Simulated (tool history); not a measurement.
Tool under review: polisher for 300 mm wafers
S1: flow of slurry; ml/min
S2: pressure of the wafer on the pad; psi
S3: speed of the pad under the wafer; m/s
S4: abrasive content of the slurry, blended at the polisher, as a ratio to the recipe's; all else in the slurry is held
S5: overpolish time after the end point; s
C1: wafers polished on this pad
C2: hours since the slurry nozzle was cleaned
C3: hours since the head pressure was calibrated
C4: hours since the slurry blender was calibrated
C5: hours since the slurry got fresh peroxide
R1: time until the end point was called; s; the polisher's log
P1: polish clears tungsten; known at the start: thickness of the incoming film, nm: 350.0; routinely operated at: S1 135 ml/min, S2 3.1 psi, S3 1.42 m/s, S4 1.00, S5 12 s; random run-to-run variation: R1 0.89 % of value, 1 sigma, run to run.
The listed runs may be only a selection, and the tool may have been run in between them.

run	hour	S1	S2	S3	S4	S5	C1	C2	C3	C4	C5	R1
1	6.9	135	3.1	1.42	1.00	12	792	81.9	171.6	81.3	29.2	56.737
2	12.7	135	4.3	1.92	1.00	12	836	87.7	177.4	87.1	35.0	30.035
3	20.2	135	3.1	0.84	1.00	12	894	95.2	184.9	94.6	42.5	95.707
4	28.4	135	3.1	1.42	1.00	12	957	103.4	193.1	102.8	50.7	56.052
5	32.6	135	3.1	1.42	1.00	12	990	107.6	197.3	107.0	54.9	55.863
6	39.3	135	3.1	1.42	1.00	12	1041	114.3	204.0	113.7	61.6	55.805
7	43.9	135	3.1	1.42	1.00	12	1077	118.9	208.6	118.3	66.2	56.595
8	48.3	135	4.2	1.42	1.00	12	1111	123.3	213.0	122.7	70.6	41.665
# hour 49.8: slurry nozzle cleaned
9	55.2	135	3.1	1.42	1.00	12	1164	5.4	219.9	129.6	77.5	55.839
10	63.0	135	3.1	1.42	1.40	12	1224	13.2	227.7	137.4	85.3	51.510
11	71.0	135	3.1	1.42	0.75	6	1286	21.2	235.7	145.4	93.3	60.219
12	75.0	200	3.1	1.42	1.00	12	1317	25.2	239.7	149.4	97.3	53.067
13	78.8	135	3.1	1.42	1.00	12	1346	29.0	243.5	153.2	101.1	56.455
14	82.3	135	3.1	1.42	1.00	21	1373	32.5	247.0	156.7	104.6	56.217
15	86.9	95	3.1	1.42	1.00	7	1408	37.1	251.6	161.3	109.2	59.982
16	94.0	135	3.1	1.42	1.00	6	1463	44.2	258.7	168.4	116.3	56.713
17	101.5	135	3.1	1.42	0.55	12	1521	51.7	266.2	175.9	123.8	64.224
18	106.7	135	1.9	1.42	1.00	12	1561	56.9	271.4	181.1	129.0	91.350
19	114.2	135	3.1	2.14	1.00	12	1619	64.4	278.9	188.6	136.5	37.274
20	119.2	90	3.1	1.42	1.00	12	1657	69.4	283.9	193.6	141.5	61.557
21	123.0	135	3.1	1.42	1.00	12	1687	73.2	287.7	197.4	145.3	56.306
22	128.5	135	3.1	1.42	1.00	12	1729	78.7	293.2	202.9	150.8	57.909
23	132.2	135	3.1	1.42	1.00	12	1758	82.4	296.9	206.6	154.5	58.194
24	136.5	135	3.1	1.42	1.00	12	1791	86.7	301.2	210.9	158.8	59.293
25	143.5	135	3.1	1.42	1.00	12	1845	93.7	308.2	217.9	165.8	60.207
# hour 146.0: worn pad replaced by a new one
26	150.3	135	3.1	1.42	1.00	12	33	100.5	315.0	224.7	172.6	60.893
27	157.1	135	3.1	1.42	1.00	12	86	107.3	321.8	231.5	179.4	60.292
# hour 162.6: head pressure recalibrated
28	163.2	135	3.1	1.42	1.00	12	133	113.4	0.6	237.6	185.5	61.128

Forecast run 29:
# hour 163.9: slurry blender recalibrated
29	168.4	135	3.1	1.42	1.00	12	173	118.6	5.8	4.5	190.7	?

R1: 61.204 s

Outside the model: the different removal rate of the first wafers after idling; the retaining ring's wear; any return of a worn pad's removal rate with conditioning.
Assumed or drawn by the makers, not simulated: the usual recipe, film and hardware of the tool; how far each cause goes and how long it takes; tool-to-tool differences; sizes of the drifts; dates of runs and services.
